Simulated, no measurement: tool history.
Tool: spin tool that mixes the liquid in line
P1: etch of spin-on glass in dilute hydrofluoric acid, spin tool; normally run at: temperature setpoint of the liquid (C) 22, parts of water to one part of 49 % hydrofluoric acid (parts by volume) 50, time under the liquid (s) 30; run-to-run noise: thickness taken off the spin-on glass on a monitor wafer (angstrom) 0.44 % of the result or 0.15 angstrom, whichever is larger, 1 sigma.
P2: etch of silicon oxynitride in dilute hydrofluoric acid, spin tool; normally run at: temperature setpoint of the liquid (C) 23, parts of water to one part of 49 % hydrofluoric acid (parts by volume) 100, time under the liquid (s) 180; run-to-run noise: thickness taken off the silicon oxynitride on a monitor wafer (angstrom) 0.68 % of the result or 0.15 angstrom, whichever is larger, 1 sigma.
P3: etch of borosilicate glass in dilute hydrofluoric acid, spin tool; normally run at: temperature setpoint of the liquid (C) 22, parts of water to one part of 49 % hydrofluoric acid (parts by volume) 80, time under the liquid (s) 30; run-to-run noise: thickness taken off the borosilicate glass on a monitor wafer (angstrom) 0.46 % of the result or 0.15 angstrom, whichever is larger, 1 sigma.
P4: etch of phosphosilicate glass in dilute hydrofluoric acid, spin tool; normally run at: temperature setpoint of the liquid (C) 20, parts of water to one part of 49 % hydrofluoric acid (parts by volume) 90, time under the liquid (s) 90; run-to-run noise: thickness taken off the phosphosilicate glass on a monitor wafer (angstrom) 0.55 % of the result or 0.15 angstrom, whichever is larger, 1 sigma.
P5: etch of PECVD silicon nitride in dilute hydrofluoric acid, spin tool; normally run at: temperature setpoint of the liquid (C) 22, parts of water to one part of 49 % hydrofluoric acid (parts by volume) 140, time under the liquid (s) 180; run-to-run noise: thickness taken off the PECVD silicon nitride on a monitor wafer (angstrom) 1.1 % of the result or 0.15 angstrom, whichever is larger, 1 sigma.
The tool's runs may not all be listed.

run   hour  process that ran  temperature setpoint of the liquid (C)  parts of water to one part of 49 % hydrofluoric acid (parts by volume)  time under the liquid (s)  hours since the thermometer was replaced  hours since the hydrofluoric acid flow meter was replaced  thickness taken off the spin-on glass on a monitor wafer (angstrom)  thickness taken off the silicon oxynitride on a monitor wafer (angstrom)  thickness taken off the PECVD silicon nitride on a monitor wafer (angstrom)  thickness taken off the borosilicate glass on a monitor wafer (angstrom)  thickness taken off the phosphosilicate glass on a monitor wafer (angstrom)
  1      7                P1                                      22                                                                      50                         30                                    1628.5                                                      902.3                                                               195.97
  2   17.2                P2                                      23                                                                      30                        180                                    1638.7                                                      912.5                                                                                                                                         118.16
  3     28                P5                                      22                                                                     140                        180                                    1649.5                                                      923.3                                                                                                                                                                                                                      25.115
  4   37.3                P5                                      22                                                                      30                        180                                    1658.8                                                      932.6                                                                                                                                                                                                                      113.77
  5   45.5                P3                                      22                                                                      25                         30                                      1667                                                      940.8                                                                                                                                                                                                                                                                                                314.86
  6   55.8                P1                                      22                                                                      50                         30                                    1677.3                                                      951.1                                                               196.41
  7   62.9                P4                                      20                                                                      90                        150                                    1684.4                                                      958.2                                                                                                                                                                                                                                                                                                                                                                             825.99
  8   68.3                P2                                    19.5                                                                     100                        180                                    1689.8                                                      963.6                                                                                                                                         28.556
  9   79.4                P1                                      22                                                                      50                         30                                    1700.9                                                      974.7                                                               195.48
 10   88.1                P4                                      17                                                                      90                         90                                    1709.6                                                      983.4                                                                                                                                                                                                                                                                                                                                                                             437.81
 11     99                P1                                      22                                                                      50                         30                                    1720.5                                                      994.3                                                               196.05
 12  108.6                P3                                    28.5                                                                      80                         30                                    1730.1                                                     1003.9                                                                                                                                                                                                                                                                                                117.92
 13  117.8                P4                                      20                                                                     160                         90                                    1739.3                                                     1013.1                                                                                                                                                                                                                                                                                                                                                                             258.67
 14  128.7                P5                                      17                                                                     140                        180                                    1750.2                                                       1024                                                                                                                                                                                                                      18.179
       129  -- hydrofluoric acid flow meter replaced
 15  138.1                P1                                      22                                                                      30                         30                                    1759.6                                                        9.1                                                               336.77
 16  147.9                P3                                      22                                                                      80                         15                                    1769.4                                                       18.9                                                                                                                                                                                                                                                                                                45.441
 17  154.7                P1                                      22                                                                      50                         55                                    1776.2                                                       25.7                                                               360.51
 18  161.5                P2                                      23                                                                     100                         45                                      1783                                                       32.5                                                                                                                                         8.3252
 19  171.4                P1                                      22                                                                      50                         30                                    1792.9                                                       42.4                                                               195.17
 20  180.5                P1                                      27                                                                      50                         30                                      1802                                                       51.5                                                               240.19
 21  190.1                P4                                      20                                                                      90                         90                                    1811.6                                                       61.1                                                                                                                                                                                                                                                                                                                                                                             493.65
 22  198.8                P1                                      22                                                                      50                         15                                    1820.3                                                       69.8                                                               98.377
 23  209.9                P1                                      22                                                                      80                         30                                    1831.4                                                       80.9                                                               117.89
 24  219.5                P1                                      28                                                                      25                         30                                      1841                                                       90.5                                                               518.69
 25  228.6                P4                                      20                                                                      90                         90                                    1850.1                                                       99.6                                                                                                                                                                                                                                                                                                                                                                             498.54
 26  235.5                P5                                      22                                                                     140                         85                                      1857                                                      106.5                                                                                                                                                                                                                      12.151
 27  245.9                P2                                      23                                                                     100                        180                                    1867.4                                                      116.9                                                                                                                                         33.923
 28  254.6                P1                                    18.5                                                                      50                         30                                    1876.1                                                      125.6                                                               168.31
 29    262                P1                                      22                                                                      50                         30                                    1883.5                                                        133                                                               195.83
 30  268.7                P2                                      23                                                                     100                        180                                    1890.2                                                      139.7                                                                                                                                         33.597
 31  275.7                P3                                      22                                                                      80                         30                                    1897.2                                                      146.7                                                                                                                                                                                                                                                                                                91.303
 32  283.4                P1                                      22                                                                      50                         30                                    1904.9                                                      154.4                                                               196.28
 33  289.4                P1                                      22                                                                      50                         30                                    1910.9                                                      160.4                                                               188.38
 34  294.4                P1                                      22                                                                      50                         30                                    1915.9                                                      165.4                                                               186.74
 35  305.5                P1                                      22                                                                      50                         30                                      1927                                                      176.5                                                               181.98
 36    314                P1                                      22                                                                      50                         30                                    1935.5                                                        185                                                               180.62
 37  319.5                P1                                      22                                                                      50                         30                                      1941                                                      190.5                                                               180.58
 38  324.9                P1                                      22                                                                      50                         30                                    1946.4                                                      195.9                                                               178.86

The output of P1 has drifted from where it used to be. Each of the 2 causes below, taken at the size shown beside it, accounts for the log equally well:
A: hydrofluoric acid flow below the setpoint (%) = 7.18
B: liquid colder than its thermometer reads (K) = 1.89
Onset of the creep was near hour 283.4.

Each of the check runs listed below is run on 3 wafers and reports their average, with the results left as question marks. Pick the one under which the possible causes would lead to clearly different results.
check 1  330.3                P5                                      22                                                                     140                        180                                                                                                                                                                                                                                                                                                                                ?
check 2  330.3                P4                                      20                                                                      90                         90                                                                                                                                                                                                                                                                                                                                                                                                                                                                                       ?
check 3  330.3                P2                                      23                                                                     100                        180                                                                                                                                                                                                                                                   ?
check 4  330.3                P3                                      22                                                                      80                         30                                                                                                                                                                                                                                                                                                                                                                                                          ?

What every check run would give for each of its results, assuming each possible cause in turn:
  check                                                                       result    if A    if B
check 1  thickness taken off the PECVD silicon nitride on a monitor wafer (angstrom)  23.399  22.203
check 2  thickness taken off the phosphosilicate glass on a monitor wafer (angstrom)  458.61  460.24
check 3     thickness taken off the silicon oxynitride on a monitor wafer (angstrom)  31.124  30.812
check 4     thickness taken off the borosilicate glass on a monitor wafer (angstrom)  83.865  84.203
Smallest distance between any two causes, each pair judged by its most separating result, in per cent: check 1 5.24 %; check 2 0.36 %; check 3 1.01 %; check 4 0.4 %
The causes can be told apart only by check 1. The other checks would give nearly the same results under each of them.

With check 1 done, the readings were: thickness taken off the PECVD silicon nitride on a monitor wafer (angstrom) 22.175. Identify which of the listed causes applies.

Of the candidate causes, it is B: liquid colder than its thermometer reads (K).

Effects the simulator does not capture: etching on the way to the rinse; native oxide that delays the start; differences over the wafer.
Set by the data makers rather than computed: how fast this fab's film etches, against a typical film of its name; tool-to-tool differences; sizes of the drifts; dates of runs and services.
